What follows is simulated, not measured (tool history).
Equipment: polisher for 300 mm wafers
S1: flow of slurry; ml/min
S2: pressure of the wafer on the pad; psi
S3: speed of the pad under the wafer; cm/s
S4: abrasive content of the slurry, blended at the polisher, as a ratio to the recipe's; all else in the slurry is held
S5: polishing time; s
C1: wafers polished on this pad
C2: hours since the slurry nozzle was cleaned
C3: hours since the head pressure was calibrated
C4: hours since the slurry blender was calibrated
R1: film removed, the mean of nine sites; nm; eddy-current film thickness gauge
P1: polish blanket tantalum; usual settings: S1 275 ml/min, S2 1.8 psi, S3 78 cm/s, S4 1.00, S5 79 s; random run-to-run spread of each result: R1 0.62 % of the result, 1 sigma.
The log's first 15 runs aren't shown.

run	day	S1	S2	S3	S4	S5	C1	C2	C3	C4	R1
16	8.829	275	1.8	78	1.50	79	2968	142.4	450.3	152.1	119.170
17	9.267	275	1.8	78	1.00	79	3084	152.9	460.8	162.6	108.480
18	9.708	275	1.8	78	1.00	79	3202	163.5	471.4	173.2	108.250
19	10.054	275	1.8	78	1.00	79	3294	171.8	479.7	181.5	106.470
20	10.804	275	1.8	78	1.00	79	3493	189.8	497.7	199.5	106.910
21	11.283	275	1.8	78	1.00	79	3620	201.3	509.2	211.0	104.150
22	11.662	275	1.8	78	1.00	79	3721	210.4	518.3	220.1	101.690
23	12.358	275	1.8	78	1.00	79	3906	227.1	535.0	236.8	99.313
24	12.725	275	1.8	78	1.00	79	4003	235.9	543.8	245.6	98.400
25	13.333	275	1.8	78	1.00	79	4165	250.5	558.4	260.2	96.447
# day 13.367: slurry nozzle cleaned
26	14.133	275	1.8	78	1.00	79	4377	18.4	577.6	279.4	96.473
# day 14.321: head pressure recalibrated
27	14.546	275	1.8	78	1.00	79	4487	28.3	5.5	289.3	95.834

Run 28 has not been measured yet. What should we expect?
28	15.208	275	1.8	78	1.00	79	4663	44.2	21.4	305.2	?

{"run 28": {"R1": 96.212}}

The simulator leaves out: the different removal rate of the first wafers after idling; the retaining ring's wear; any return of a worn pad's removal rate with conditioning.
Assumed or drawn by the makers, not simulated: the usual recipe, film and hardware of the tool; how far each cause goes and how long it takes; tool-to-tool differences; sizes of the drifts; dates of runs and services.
